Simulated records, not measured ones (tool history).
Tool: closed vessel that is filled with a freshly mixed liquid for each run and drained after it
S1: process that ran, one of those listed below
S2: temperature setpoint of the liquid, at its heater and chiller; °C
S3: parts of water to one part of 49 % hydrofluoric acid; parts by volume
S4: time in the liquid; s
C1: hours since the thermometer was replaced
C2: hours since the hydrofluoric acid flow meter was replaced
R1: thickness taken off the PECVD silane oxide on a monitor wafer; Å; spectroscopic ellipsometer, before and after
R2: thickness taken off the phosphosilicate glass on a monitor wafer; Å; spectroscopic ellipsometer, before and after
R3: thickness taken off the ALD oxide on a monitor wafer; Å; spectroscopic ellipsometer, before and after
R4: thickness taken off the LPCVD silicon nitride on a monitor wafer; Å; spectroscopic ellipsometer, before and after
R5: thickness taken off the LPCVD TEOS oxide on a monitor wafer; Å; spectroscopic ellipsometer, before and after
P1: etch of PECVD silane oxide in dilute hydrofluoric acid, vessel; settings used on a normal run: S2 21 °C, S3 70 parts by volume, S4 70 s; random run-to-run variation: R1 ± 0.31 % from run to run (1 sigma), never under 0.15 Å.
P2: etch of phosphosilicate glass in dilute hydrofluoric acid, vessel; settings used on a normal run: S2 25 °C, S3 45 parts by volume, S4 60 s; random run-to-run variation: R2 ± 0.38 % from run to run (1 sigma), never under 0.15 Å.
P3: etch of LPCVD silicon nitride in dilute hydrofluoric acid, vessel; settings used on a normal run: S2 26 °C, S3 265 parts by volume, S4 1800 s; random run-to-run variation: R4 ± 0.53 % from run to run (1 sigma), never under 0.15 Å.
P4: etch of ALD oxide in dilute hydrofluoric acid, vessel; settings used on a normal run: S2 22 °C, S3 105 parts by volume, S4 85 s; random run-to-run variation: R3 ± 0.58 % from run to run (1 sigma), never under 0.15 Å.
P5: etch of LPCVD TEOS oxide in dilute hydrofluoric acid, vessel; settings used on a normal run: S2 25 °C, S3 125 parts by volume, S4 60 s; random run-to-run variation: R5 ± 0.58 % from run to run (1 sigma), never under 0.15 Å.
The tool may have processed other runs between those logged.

Run 1, hour 12.6: S1 P1, S2 21 °C, S3 70 parts by volume, S4 70 s; C1 589.7; C2 341.2. Result: R1 175.52 Å.
Run 2, hour 20.2: S1 P2, S2 30.5 °C, S3 45 parts by volume, S4 60 s; C1 597.3; C2 348.8. Result: R2 1601.5 Å.
Run 3, hour 35.3: S1 P1, S2 27.5 °C, S3 125 parts by volume, S4 70 s; C1 612.4; C2 363.9. Result: R1 118.62 Å.
Run 4, hour 51: S1 P1, S2 21 °C, S3 25 parts by volume, S4 70 s; C1 628.1; C2 379.6. Result: R1 521.89 Å.
Run 5, hour 65.5: S1 P4, S2 22 °C, S3 105 parts by volume, S4 30 s; C1 642.6; C2 394.1. Result: R3 41.05 Å.
Run 6, hour 80: S1 P1, S2 21 °C, S3 70 parts by volume, S4 135 s; C1 657.1; C2 408.6. Result: R1 338.05 Å.
Run 7, hour 96.1: S1 P2, S2 25 °C, S3 45 parts by volume, S4 60 s; C1 673.2; C2 424.7. Result: R2 1285.9 Å.
Run 8, hour 111.4: S1 P3, S2 26 °C, S3 265 parts by volume, S4 1800 s; C1 688.5; C2 440. Result: R4 40.036 Å.
Run 9, hour 124.6: S1 P2, S2 25 °C, S3 20 parts by volume, S4 60 s; C1 701.7; C2 453.2. Result: R2 2995.7 Å.
Run 10, hour 140.6: S1 P1, S2 21 °C, S3 70 parts by volume, S4 70 s; C1 717.7; C2 469.2. Result: R1 175.45 Å.
Run 11, hour 156.8: S1 P1, S2 21 °C, S3 70 parts by volume, S4 70 s; C1 733.9; C2 485.4. Result: R1 175.88 Å.
Run 12, hour 164.8: S1 P1, S2 17 °C, S3 70 parts by volume, S4 70 s; C1 741.9; C2 493.4. Result: R1 148.47 Å.
Run 13, hour 177.5: S1 P4, S2 29 °C, S3 105 parts by volume, S4 85 s; C1 754.6; C2 506.1. Result: R3 152.86 Å.
Run 14, hour 189.5: S1 P3, S2 21 °C, S3 265 parts by volume, S4 1800 s; C1 766.6; C2 518.1. Result: R4 29.695 Å.
Run 15, hour 205.1: S1 P1, S2 21 °C, S3 70 parts by volume, S4 70 s; C1 782.2; C2 533.7. Result: R1 174.84 Å.
Run 16, hour 214.5: S1 P5, S2 25 °C, S3 225 parts by volume, S4 60 s; C1 791.6; C2 543.1. Result: R5 134.98 Å.
Run 17, hour 228.5: S1 P2, S2 25 °C, S3 45 parts by volume, S4 30 s; C1 805.6; C2 557.1. Result: R2 644.34 Å.
Run 18, hour 239.5: S1 P3, S2 26 °C, S3 105 parts by volume, S4 1800 s; C1 816.6; C2 568.1. Result: R4 101.1 Å.
Run 19, hour 252.1: S1 P1, S2 21 °C, S3 70 parts by volume, S4 30 s; C1 829.2; C2 580.7. Result: R1 75.039 Å.
Run 20, hour 261.8: S1 P4, S2 22 °C, S3 105 parts by volume, S4 85 s; C1 838.9; C2 590.4. Result: R3 115.6 Å.
Run 21, hour 277.4: S1 P1, S2 21 °C, S3 95 parts by volume, S4 70 s; C1 854.5; C2 606. Result: R1 125.95 Å.
Run 22, hour 285: S1 P4, S2 22 °C, S3 105 parts by volume, S4 85 s; C1 862.1; C2 613.6. Result: R3 116.41 Å.
Run 23, hour 299.8: S1 P1, S2 21 °C, S3 70 parts by volume, S4 70 s; C1 876.9; C2 628.4. Result: R1 176.64 Å.
Run 24, hour 310.2: S1 P1, S2 21 °C, S3 70 parts by volume, S4 70 s; C1 887.3; C2 638.8. Result: R1 175.37 Å.
Run 25, hour 322.2: S1 P4, S2 22 °C, S3 65 parts by volume, S4 85 s; C1 899.3; C2 650.8. Result: R3 195.19 Å.
Run 26, hour 336.9: S1 P5, S2 25 °C, S3 125 parts by volume, S4 60 s; C1 914; C2 665.5. Result: R5 273.24 Å.
Run 27, hour 352.7: S1 P1, S2 26 °C, S3 70 parts by volume, S4 70 s; C1 929.8; C2 681.3. Result: R1 215.66 Å.
Run 28, hour 365.6: S1 P5, S2 25 °C, S3 125 parts by volume, S4 60 s; C1 942.7; C2 694.2. Result: R5 274.65 Å.
Run 29, hour 379.2: S1 P1, S2 17.5 °C, S3 70 parts by volume, S4 95 s; C1 956.3; C2 707.8. Result: R1 205.88 Å.
Run 30, hour 387: S1 P1, S2 17 °C, S3 125 parts by volume, S4 70 s; C1 964.1; C2 715.6. Result: R1 77.833 Å.
Run 31, hour 401.8: S1 P5, S2 25 °C, S3 125 parts by volume, S4 30 s; C1 978.9; C2 730.4. Result: R5 137.51 Å.
Run 32, hour 410.1: S1 P3, S2 26 °C, S3 265 parts by volume, S4 2740 s; C1 987.2; C2 738.7. Result: R4 60.309 Å.
Run 33, hour 424.9: S1 P5, S2 32.5 °C, S3 125 parts by volume, S4 60 s; C1 1002; C2 753.5. Result: R5 361.53 Å.
Run 34, hour 441: S1 P3, S2 26 °C, S3 265 parts by volume, S4 1800 s; C1 1018.1; C2 769.6. Result: R4 40.108 Å.
Run 35, hour 457.6: S1 P1, S2 21 °C, S3 70 parts by volume, S4 70 s; C1 1034.7; C2 786.2. Result: R1 176.21 Å.
Run 36, hour 471.1: S1 P1, S2 21 °C, S3 70 parts by volume, S4 70 s; C1 1048.2; C2 799.7. Result: R1 183.2 Å.
Run 37, hour 485.8: S1 P1, S2 21 °C, S3 70 parts by volume, S4 70 s; C1 1062.9; C2 814.4. Result: R1 187.75 Å.
Run 38, hour 498: S1 P1, S2 21 °C, S3 70 parts by volume, S4 70 s; C1 1075.1; C2 826.6. Result: R1 189.88 Å.
Run 39, hour 507.6: S1 P1, S2 21 °C, S3 70 parts by volume, S4 70 s; C1 1084.7; C2 836.2. Result: R1 190.25 Å.
Run 40, hour 516: S1 P1, S2 21 °C, S3 70 parts by volume, S4 70 s; C1 1093.1; C2 844.6. Result: R1 190.02 Å.
Run 41, hour 523.8: S1 P1, S2 21 °C, S3 70 parts by volume, S4 70 s; C1 1100.9; C2 852.4. Result: R1 192.23 Å.
Run 42, hour 535.7: S1 P1, S2 21 °C, S3 70 parts by volume, S4 70 s; C1 1112.8; C2 864.3. Result: R1 192.25 Å.

The output of P1 has drifted from where it used to be. Each of the 2 causes below, taken at the size shown beside it, accounts for the log equally well:
A: liquid hotter than its thermometer reads (K) = 2.1
B: hydrofluoric acid flow above the setpoint (%) = 8.32
The drift started at roughly hour 457.6.

Which of the 4 check runs listed below separates the causes, so that each cause would produce a clearly different result? Each run uses one wafer, and its results are marked with question marks.
Run check 1, hour 547.6: S1 P5, S2 25 °C, S3 125 parts by volume, S4 60 s. Result: R5 ?.
Run check 2, hour 547.6: S1 P2, S2 25 °C, S3 45 parts by volume, S4 60 s. Result: R2 ?.
Run check 3, hour 547.6: S1 P4, S2 22 °C, S3 105 parts by volume, S4 85 s. Result: R3 ?.
Run check 4, hour 547.6: S1 P3, S2 26 °C, S3 265 parts by volume, S4 1800 s. Result: R4 ?.

Expected result of each check under each candidate cause:
  check  result    if A    if B
check 1      R5  296.58  300.01
check 2      R2  1399.3  1398.4
check 3      R3  127.09  127.81
check 4      R4  45.478  43.441
Minimum pairwise separation of causes per check, each pair taken at its best-separating result: check 1 1.15 %; check 2 0.07 %; check 3 0.57 %; check 4 4.58 %
Only in check 4 would the causes give clearly different results; in the remaining checks their results would be nearly the same.

With check 4 done, the readings were: R4 45.319 Å. Identify which of the listed causes applies.

It was cause A: liquid hotter than its thermometer reads (K).
